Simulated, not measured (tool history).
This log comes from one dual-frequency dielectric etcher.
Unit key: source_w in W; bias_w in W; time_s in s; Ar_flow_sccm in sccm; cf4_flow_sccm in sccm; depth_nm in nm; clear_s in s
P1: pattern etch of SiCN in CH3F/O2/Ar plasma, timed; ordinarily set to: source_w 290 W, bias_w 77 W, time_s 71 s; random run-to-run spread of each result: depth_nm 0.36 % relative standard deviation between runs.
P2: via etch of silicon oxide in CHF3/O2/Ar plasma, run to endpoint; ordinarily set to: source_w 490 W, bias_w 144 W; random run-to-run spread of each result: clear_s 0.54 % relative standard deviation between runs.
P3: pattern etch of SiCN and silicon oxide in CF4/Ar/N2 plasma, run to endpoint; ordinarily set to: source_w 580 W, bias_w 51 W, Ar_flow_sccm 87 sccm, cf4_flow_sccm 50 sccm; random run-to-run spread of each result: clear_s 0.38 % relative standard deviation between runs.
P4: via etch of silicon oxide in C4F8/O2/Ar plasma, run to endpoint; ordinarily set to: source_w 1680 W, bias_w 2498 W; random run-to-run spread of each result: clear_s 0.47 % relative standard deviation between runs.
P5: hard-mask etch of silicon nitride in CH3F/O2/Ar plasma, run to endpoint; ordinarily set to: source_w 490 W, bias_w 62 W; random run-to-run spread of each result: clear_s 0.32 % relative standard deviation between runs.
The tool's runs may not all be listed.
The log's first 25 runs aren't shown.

run,hour,process,source_w,bias_w,time_s,Ar_flow_sccm,cf4_flow_sccm,hours since the last wet clean,hours since the last source power generator calibration,hours since the last bias power generator calibration,depth_nm,clear_s
26,336.1,P2,590,144,,,,689.2,930.4,235.7,,454.14
27,351.7,P1,290,98,71,,,704.8,946,251.3,26.683,
28,368,P1,290,77,71,,,721.1,962.3,267.6,24.332,
29,382.3,P1,290,77,71,,,735.4,976.6,281.9,24.102,
30,392.7,P1,290,77,71,,,745.8,987,292.3,24.192,
31,407.9,P1,290,77,71,,,761,1002.2,307.5,24.17,
32,424.1,P1,290,77,71,,,777.2,1018.4,323.7,23.964,
33,441.5,P1,290,77,71,,,794.6,1035.8,341.1,24.068,
34,450.7,P1,290,77,71,,,803.8,1045,350.3,23.915,
35,459.2,P1,290,77,71,,,812.3,1053.5,358.8,23.963,
# hour 463.1: wet clean of the chamber
36,470.5,P1,290,77,71,,,7.5,1064.8,370.1,23.976,

The next listed run, before its measurement:
37,488.6,P1,290,77,71,,,25.6,1082.9,388.2,?,

{"run 37": {"depth_nm": 23.88}}
